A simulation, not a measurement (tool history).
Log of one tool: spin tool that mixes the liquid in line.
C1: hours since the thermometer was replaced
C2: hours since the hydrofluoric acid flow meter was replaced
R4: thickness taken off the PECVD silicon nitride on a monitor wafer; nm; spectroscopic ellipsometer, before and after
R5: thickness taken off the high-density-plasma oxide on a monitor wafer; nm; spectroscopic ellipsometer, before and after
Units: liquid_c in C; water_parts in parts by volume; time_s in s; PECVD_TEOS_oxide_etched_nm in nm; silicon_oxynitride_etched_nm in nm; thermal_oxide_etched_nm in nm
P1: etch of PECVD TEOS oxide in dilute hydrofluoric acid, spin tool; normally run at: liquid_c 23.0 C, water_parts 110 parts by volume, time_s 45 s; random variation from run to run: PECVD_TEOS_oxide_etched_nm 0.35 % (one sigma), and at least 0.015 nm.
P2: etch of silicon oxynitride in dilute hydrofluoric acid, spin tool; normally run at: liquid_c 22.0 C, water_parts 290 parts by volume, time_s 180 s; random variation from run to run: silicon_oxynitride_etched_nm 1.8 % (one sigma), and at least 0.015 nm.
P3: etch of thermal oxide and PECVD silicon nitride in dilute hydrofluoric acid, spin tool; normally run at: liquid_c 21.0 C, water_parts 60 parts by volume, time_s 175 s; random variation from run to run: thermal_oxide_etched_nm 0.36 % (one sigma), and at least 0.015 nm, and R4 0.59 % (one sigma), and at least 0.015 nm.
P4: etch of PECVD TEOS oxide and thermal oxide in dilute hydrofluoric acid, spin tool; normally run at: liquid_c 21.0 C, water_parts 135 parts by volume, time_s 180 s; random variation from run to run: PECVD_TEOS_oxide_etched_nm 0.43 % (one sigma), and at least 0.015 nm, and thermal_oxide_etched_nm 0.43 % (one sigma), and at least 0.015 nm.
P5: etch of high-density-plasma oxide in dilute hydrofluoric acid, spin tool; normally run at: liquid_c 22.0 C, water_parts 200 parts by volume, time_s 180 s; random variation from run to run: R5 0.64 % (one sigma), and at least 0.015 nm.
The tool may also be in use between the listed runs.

run 1 hour=6.3 | process=P1 liquid_c=23.0 water_parts=110 time_s=45 | C1=1299.2 C2=1363.5 | PECVD_TEOS_oxide_etched_nm=9.6746
run 2 hour=10.7 | process=P2 liquid_c=22.0 water_parts=290 time_s=100 | C1=1303.6 C2=1367.9 | silicon_oxynitride_etched_nm=0.90362
run 3 hour=15.2 | process=P3 liquid_c=17.0 water_parts=60 time_s=175 | C1=1308.1 C2=1372.4 | thermal_oxide_etched_nm=11.0790 R4=3.9903
run 4 hour=20.9 | process=P3 liquid_c=21.0 water_parts=60 time_s=175 | C1=1313.8 C2=1378.1 | thermal_oxide_etched_nm=13.1610 R4=5.3037
run 5 hour=30.9 | process=P5 liquid_c=22.0 water_parts=200 time_s=180 | C1=1323.8 C2=1388.1 | R5=3.7209
run 6 hour=40.2 | process=P3 liquid_c=21.0 water_parts=60 time_s=90 | C1=1333.1 C2=1397.4 | thermal_oxide_etched_nm=6.7571 R4=2.7217
run 7 hour=49.4 | process=P1 liquid_c=18.5 water_parts=110 time_s=45 | C1=1342.3 C2=1406.6 | PECVD_TEOS_oxide_etched_nm=8.0884
run 8 hour=55.2 | process=P1 liquid_c=23.0 water_parts=110 time_s=45 | C1=1348.1 C2=1412.4 | PECVD_TEOS_oxide_etched_nm=9.7518
run 9 hour=61.4 | process=P1 liquid_c=23.0 water_parts=110 time_s=85 | C1=1354.3 C2=1418.6 | PECVD_TEOS_oxide_etched_nm=18.3960
run 10 hour=68.6 | process=P1 liquid_c=23.0 water_parts=110 time_s=45 | C1=1361.5 C2=1425.8 | PECVD_TEOS_oxide_etched_nm=9.6952
run 11 hour=75.0 | process=P2 liquid_c=28.0 water_parts=290 time_s=180 | C1=1367.9 C2=1432.2 | silicon_oxynitride_etched_nm=2.12630
run 12 hour=83.5 | process=P1 liquid_c=26.5 water_parts=110 time_s=45 | C1=1376.4 C2=1440.7 | PECVD_TEOS_oxide_etched_nm=11.1830
run 13 hour=90.0 | process=P2 liquid_c=22.0 water_parts=290 time_s=180 | C1=1382.9 C2=1447.2 | silicon_oxynitride_etched_nm=1.58810
run 14 hour=97.2 | process=P3 liquid_c=21.0 water_parts=95 time_s=175 | C1=1390.1 C2=1454.4 | thermal_oxide_etched_nm=8.0024 R4=3.4172
-- hour=98.2 hydrofluoric acid flow meter replaced
run 15 hour=105.8 | process=P1 liquid_c=23.0 water_parts=110 time_s=45 | C1=1398.7 C2=7.7 | PECVD_TEOS_oxide_etched_nm=9.7239
run 16 hour=113.8 | process=P1 liquid_c=23.0 water_parts=160 time_s=45 | C1=1406.7 C2=15.7 | PECVD_TEOS_oxide_etched_nm=6.2732
run 17 hour=121.4 | process=P5 liquid_c=22.0 water_parts=55 time_s=180 | C1=1414.3 C2=23.3 | R5=15.8390
run 18 hour=130.3 | process=P4 liquid_c=17.0 water_parts=135 time_s=180 | C1=1423.2 C2=32.2 | PECVD_TEOS_oxide_etched_nm=19.1390 thermal_oxide_etched_nm=4.5700
run 19 hour=137.0 | process=P5 liquid_c=22.0 water_parts=200 time_s=285 | C1=1429.9 C2=38.9 | R5=5.9114
run 20 hour=145.2 | process=P4 liquid_c=21.0 water_parts=135 time_s=265 | C1=1438.1 C2=47.1 | PECVD_TEOS_oxide_etched_nm=33.1130 thermal_oxide_etched_nm=7.9708
run 21 hour=151.8 | process=P4 liquid_c=21.0 water_parts=20 time_s=180 | C1=1444.7 C2=53.7 | PECVD_TEOS_oxide_etched_nm=173.0500 thermal_oxide_etched_nm=41.8410
run 22 hour=159.5 | process=P4 liquid_c=21.0 water_parts=135 time_s=180 | C1=1452.4 C2=61.4 | PECVD_TEOS_oxide_etched_nm=22.5260 thermal_oxide_etched_nm=5.4166
run 23 hour=167.8 | process=P1 liquid_c=23.0 water_parts=110 time_s=15 | C1=1460.7 C2=69.7 | PECVD_TEOS_oxide_etched_nm=3.2318
run 24 hour=173.0 | process=P5 liquid_c=22.0 water_parts=200 time_s=180 | C1=1465.9 C2=74.9 | R5=3.6813
run 25 hour=181.5 | process=P5 liquid_c=27.5 water_parts=200 time_s=180 | C1=1474.4 C2=83.4 | R5=4.5087
run 26 hour=187.0 | process=P2 liquid_c=22.0 water_parts=470 time_s=180 | C1=1479.9 C2=88.9 | silicon_oxynitride_etched_nm=0.87436
run 27 hour=191.7 | process=P1 liquid_c=23.0 water_parts=60 time_s=45 | C1=1484.6 C2=93.6 | PECVD_TEOS_oxide_etched_nm=18.9070
run 28 hour=201.7 | process=P1 liquid_c=28.0 water_parts=110 time_s=80 | C1=1494.6 C2=103.6 | PECVD_TEOS_oxide_etched_nm=20.9880
run 29 hour=208.4 | process=P1 liquid_c=23.0 water_parts=110 time_s=45 | C1=1501.3 C2=110.3 | PECVD_TEOS_oxide_etched_nm=9.6753
run 30 hour=214.9 | process=P1 liquid_c=23.0 water_parts=110 time_s=45 | C1=1507.8 C2=116.8 | PECVD_TEOS_oxide_etched_nm=9.9308
run 31 hour=222.0 | process=P1 liquid_c=23.0 water_parts=110 time_s=45 | C1=1514.9 C2=123.9 | PECVD_TEOS_oxide_etched_nm=10.1600
run 32 hour=226.9 | process=P1 liquid_c=23.0 water_parts=110 time_s=45 | C1=1519.8 C2=128.8 | PECVD_TEOS_oxide_etched_nm=10.2260
run 33 hour=235.1 | process=P1 liquid_c=23.0 water_parts=110 time_s=45 | C1=1528.0 C2=137.0 | PECVD_TEOS_oxide_etched_nm=10.3740
run 34 hour=240.0 | process=P1 liquid_c=23.0 water_parts=110 time_s=45 | C1=1532.9 C2=141.9 | PECVD_TEOS_oxide_etched_nm=10.3590
run 35 hour=248.2 | process=P1 liquid_c=23.0 water_parts=110 time_s=45 | C1=1541.1 C2=150.1 | PECVD_TEOS_oxide_etched_nm=10.4420
run 36 hour=254.1 | process=P1 liquid_c=23.0 water_parts=110 time_s=45 | C1=1547.0 C2=156.0 | PECVD_TEOS_oxide_etched_nm=10.4820
run 37 hour=258.9 | process=P1 liquid_c=23.0 water_parts=110 time_s=45 | C1=1551.8 C2=160.8 | PECVD_TEOS_oxide_etched_nm=10.5320
run 38 hour=266.4 | process=P1 liquid_c=23.0 water_parts=110 time_s=45 | C1=1559.3 C2=168.3 | PECVD_TEOS_oxide_etched_nm=10.4770
run 39 hour=274.8 | process=P1 liquid_c=23.0 water_parts=110 time_s=45 | C1=1567.7 C2=176.7 | PECVD_TEOS_oxide_etched_nm=10.4810

What P1 gives has crept away from where it was. These 2 causes fit the log equally well, each at the size given:
A: liquid hotter than its thermometer reads (K) = 1.93
B: hydrofluoric acid flow above the setpoint (%) = 6.97
The creep began at about hour 208.4.

4 check runs are offered, one wafer each, their results left as question marks. Which one tells the causes apart?
run check 1 hour=283.2 | process=P4 liquid_c=17.0 water_parts=65 time_s=180 | PECVD_TEOS_oxide_etched_nm=? thermal_oxide_etched_nm=?
run check 2 hour=283.2 | process=P5 liquid_c=22.0 water_parts=65 time_s=180 | R5=?
run check 3 hour=283.2 | process=P3 liquid_c=18.0 water_parts=80 time_s=175 | thermal_oxide_etched_nm=? R4=?
run check 4 hour=283.2 | process=P2 liquid_c=22.0 water_parts=440 time_s=180 | silicon_oxynitride_etched_nm=?

What each check would give under each cause:
check=check_1 result=PECVD_TEOS_oxide_etched_nm if_A=46.3730 if_B=45.8940
check=check_1 result=thermal_oxide_etched_nm if_A=11.1770 if_B=11.0620
check=check_2 result=R5 if_A=14.3870 if_B=14.2950
check=check_3 result=thermal_oxide_etched_nm if_A=9.2181 if_B=9.1452
check=check_3 result=R4 if_A=3.7120 if_B=3.4676
check=check_4 result=silicon_oxynitride_etched_nm if_A=1.04720 if_B=1.05380
How far apart the two closest causes lie, in the result that separates them most: check 1 1.04 %; check 2 0.65 %; check 3 6.81 %; check 4 0.63 %
Only check 3 tells the causes apart: in the others they would give nearly the same result.

Then check 3 was run and gave: thermal_oxide_etched_nm 9.2099 nm; R4 3.6871 nm. Which cause is it?

It is A: liquid hotter than its thermometer reads (K).
